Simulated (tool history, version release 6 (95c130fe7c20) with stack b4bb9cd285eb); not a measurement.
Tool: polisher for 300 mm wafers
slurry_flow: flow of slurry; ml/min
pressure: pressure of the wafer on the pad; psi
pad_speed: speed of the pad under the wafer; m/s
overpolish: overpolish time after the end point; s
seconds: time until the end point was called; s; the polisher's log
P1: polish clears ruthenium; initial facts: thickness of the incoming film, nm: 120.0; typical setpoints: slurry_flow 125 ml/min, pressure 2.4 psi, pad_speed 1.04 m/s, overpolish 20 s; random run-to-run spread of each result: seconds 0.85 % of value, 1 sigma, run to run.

run	hour	slurry_flow	pressure	pad_speed	overpolish	wafers polished on this pad	hours since the slurry nozzle was cleaned	hours since the head pressure was calibrated	seconds
1	17.8	125	2.4	1.04	20	470	99.7	423.0	87.178
2	28.2	125	2.4	1.04	20	569	110.1	433.4	87.171
3	41.1	125	2.4	0.66	8	692	123.0	446.3	137.520
4	53.2	180	2.4	1.04	20	807	135.1	458.4	80.688
5	61.6	75	2.4	1.04	20	888	143.5	466.8	99.863
6	72.5	125	2.4	1.04	20	992	154.4	477.7	86.441
7	88.2	125	2.4	0.62	20	1142	170.1	493.4	146.490
8	104.9	75	2.4	1.40	20	1301	186.8	510.1	74.164
9	122.8	125	2.4	1.04	30	1472	204.7	528.0	86.924
10	131.7	125	2.4	1.04	20	1557	213.6	536.9	86.572
11	146.4	125	2.4	1.04	20	1697	228.3	551.6	86.973
12	155.1	125	2.4	1.30	20	1780	237.0	560.3	69.536
13	165.2	125	3.6	1.04	20	1877	247.1	570.4	57.805
14	180.1	125	2.4	1.04	9	2019	262.0	585.3	86.498
15	197.8	125	1.5	1.04	20	2188	279.7	603.0	139.130
16	207.7	125	3.1	1.04	11	2282	289.6	612.9	66.386
17	218.7	125	2.4	1.04	20	2387	300.6	623.9	87.152
18	233.9	125	2.4	1.04	20	2532	315.8	639.1	91.524
19	243.0	125	2.4	1.04	20	2619	324.9	648.2	92.610
# hour 257.2: head pressure recalibrated
20	259.0	125	2.4	1.04	20	2772	340.9	1.9	95.484
21	268.5	125	2.4	1.04	20	2863	350.4	11.4	97.878
22	286.7	125	2.4	1.04	20	3037	368.6	29.6	96.524
23	298.6	125	2.4	1.04	20	3150	380.5	41.5	96.496

P1 has crept away from where it was. The log is fitted equally well by each of these 2 causes, at the sizes shown:
A: slurry flow missing at the pad, % = 37.3
B: removal rate lost through wear of the pad, % = 11.1
Onset of the creep was near hour 218.7.
Every other cause this tool's parts could produce, and why it does not fit the log:
head's pressure below its setpoint, %: work on it at hour 257.2, done after the drift set in, did not restore what the process gave before

Which of the check runs below tells the causes apart, meaning the causes would give it clearly different results? Each run uses 5 wafers whose results are averaged, and each result is shown as a question mark.
check 1	310.5	125	1.5	1.04	20				?
check 2	310.5	125	2.4	1.04	27				?
check 3	310.5	170	2.4	1.04	20				?
check 4	310.5	125	2.4	0.76	20				?

Outcome of each check run for each possible cause:
check	result	if A	if B
check 1	seconds	156.280	156.360
check 2	seconds	97.676	97.725
check 3	seconds	89.944	92.565
check 4	seconds	133.660	133.730
How far apart the two closest causes lie, in the result that separates them most: check 1 0.05 %; check 2 0.05 %; check 3 2.87 %; check 4 0.05 %
Only in check 3 would the causes give clearly different results; in the remaining checks their results would be nearly the same.

With check 3 done, the readings were: seconds 89.783 s. Identify which of the listed causes applies.

A is the cause: slurry flow missing at the pad, %.
